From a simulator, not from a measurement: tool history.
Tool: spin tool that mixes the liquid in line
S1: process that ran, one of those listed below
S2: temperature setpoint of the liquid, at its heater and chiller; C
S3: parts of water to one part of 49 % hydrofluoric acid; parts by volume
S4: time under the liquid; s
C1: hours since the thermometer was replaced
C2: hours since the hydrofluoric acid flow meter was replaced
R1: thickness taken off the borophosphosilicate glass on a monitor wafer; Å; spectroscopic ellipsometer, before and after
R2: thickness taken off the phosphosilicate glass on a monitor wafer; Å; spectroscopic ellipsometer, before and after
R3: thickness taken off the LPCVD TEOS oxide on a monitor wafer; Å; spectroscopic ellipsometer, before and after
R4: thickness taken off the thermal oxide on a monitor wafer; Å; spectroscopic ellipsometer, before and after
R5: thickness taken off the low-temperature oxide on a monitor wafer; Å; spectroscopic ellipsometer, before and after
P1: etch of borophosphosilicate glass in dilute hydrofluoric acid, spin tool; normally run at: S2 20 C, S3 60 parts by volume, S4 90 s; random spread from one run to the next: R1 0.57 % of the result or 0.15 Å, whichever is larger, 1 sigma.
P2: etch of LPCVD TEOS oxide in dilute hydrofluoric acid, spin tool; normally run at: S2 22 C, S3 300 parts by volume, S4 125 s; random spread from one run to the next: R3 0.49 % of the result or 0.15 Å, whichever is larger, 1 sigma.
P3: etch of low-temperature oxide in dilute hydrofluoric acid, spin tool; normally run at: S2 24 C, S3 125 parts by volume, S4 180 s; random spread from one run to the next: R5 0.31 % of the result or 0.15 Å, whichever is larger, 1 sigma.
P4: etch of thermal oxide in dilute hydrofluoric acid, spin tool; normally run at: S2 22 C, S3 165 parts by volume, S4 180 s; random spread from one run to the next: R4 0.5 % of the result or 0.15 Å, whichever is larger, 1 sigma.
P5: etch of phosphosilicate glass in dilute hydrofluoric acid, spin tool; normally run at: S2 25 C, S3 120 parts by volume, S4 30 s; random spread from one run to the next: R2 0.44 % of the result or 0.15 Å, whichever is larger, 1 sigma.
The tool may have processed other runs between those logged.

run	day	S1	S2	S3	S4	C1	C2	R1	R2	R3	R4	R5
1	0.304	P1	20	60	90	188.0	908.2	625.730				
2	0.583	P5	25	120	50	194.7	914.9		753.36			
3	0.938	P2	22	300	50	203.2	923.4			32.580		
4	1.392	P1	20	60	90	214.1	934.3	629.900				
5	1.675	P1	20	20	90	220.9	941.1	1967.900				
6	2.112	P2	22	300	125	231.4	951.6			81.296		
7	2.588	P1	20	60	90	242.8	963.0	624.530				
8	2.858	P2	22	550	125	249.3	969.5			35.976		
9	3.133	P5	25	120	30	255.9	976.1		453.96			
10	3.492	P4	17	165	180	264.5	984.7				35.9740	
11	4.033	P1	20	60	165	277.5	997.7	1147.100				
12	4.417	P1	17	60	90	286.7	1006.9	552.910				
13	4.796	P2	22	300	125	295.8	1016.0			80.763		
14	5.112	P2	30	300	125	303.4	1023.6			106.160		
15	5.642	P1	20	60	90	316.1	1036.3	628.640				
16	6.062	P3	17	125	180	326.2	1046.4					113.910
17	6.442	P1	20	105	90	335.3	1055.5	338.740				
18	6.875	P5	19	120	30	345.7	1065.9		355.83			
19	7.271	P3	24	125	180	355.2	1075.4					150.860
20	7.650	P3	24	125	180	364.3	1084.5					151.220
21	8.238	P4	22	165	180	378.4	1098.6				43.4490	
22	8.558	P4	22	165	35	386.1	1106.3				8.2303	
23	9.129	P3	24	125	15	399.8	1120.0					12.816
24	9.462	P1	17	60	15	407.8	1128.0	91.992				
# day 9.583: hydrofluoric acid flow meter replaced
25	10.042	P3	24	50	180	421.7	11.1					416.120
26	10.558	P1	27	60	90	434.1	23.5	833.750				
27	11.025	P4	22	165	180	445.3	34.7				43.2610	
28	11.562	P5	25	120	30	458.2	47.6		456.53			
29	11.921	P4	22	100	180	466.8	56.2				76.7410	
30	12.342	P1	20	60	25	476.9	66.3	173.270				
31	12.892	P5	25	55	30	490.1	79.5		1068.10			
32	13.425	P1	20	60	90	502.9	92.3	619.490				
33	13.808	P1	20	60	90	512.1	101.5	618.440				
34	14.358	P1	20	60	90	525.3	114.7	646.310				
35	14.658	P1	20	60	90	532.5	121.9	651.610				
36	15.104	P1	20	60	90	543.2	132.6	654.280				
37	15.638	P1	20	60	90	556.0	145.4	670.520				
38	16.175	P1	20	60	90	568.9	158.3	674.330				
39	16.462	P1	20	60	90	575.8	165.2	664.100				
40	17.017	P1	20	60	90	589.1	178.5	667.200				
41	17.550	P1	20	60	90	601.9	191.3	678.690				
42	18.092	P1	20	60	90	614.9	204.3	677.140				
43	18.471	P1	20	60	90	624.0	213.4	671.890				
44	18.804	P1	20	60	90	632.0	221.4	668.880				

P1 no longer gives what it gave before; its output has crept away from where it was. The following 2 causes, each at its listed size, fit the log equally well:
A: liquid hotter than its thermometer reads (K) = 1.84
B: hydrofluoric acid flow above the setpoint (%) = 7.44
Creep in the process output first set in at about day 13.808.

Which of the check runs below tells the causes apart, meaning the causes would give it clearly different results? Each run uses 2 wafers whose results are averaged, and each result is shown as a question mark.
check 1	19.138	P5	19.5	120	30				?			
check 2	19.138	P3	24.0	90	15							?
check 3	19.138	P2	22.0	410	125					?		
check 4	19.138	P4	18.0	165	180						?	

Outcome of each check run for each possible cause:
check	result	if A	if B
check 1	R2	391.59	394.10
check 2	R5	19.670	19.802
check 3	R3	57.013	59.058
check 4	R4	39.7120	40.0970
Gap, in per cent, between the two causes that each check separates least, read from the result that separates them most: check 1 0.64 %; check 2 0.67 %; check 3 3.52 %; check 4 0.96 %
Only check 3 tells the causes apart: in the others they would give nearly the same result.

Check 3 was carried out, with these results: R3 57.195 Å. Which of the listed causes is responsible?

The cause is A: liquid hotter than its thermometer reads (K).
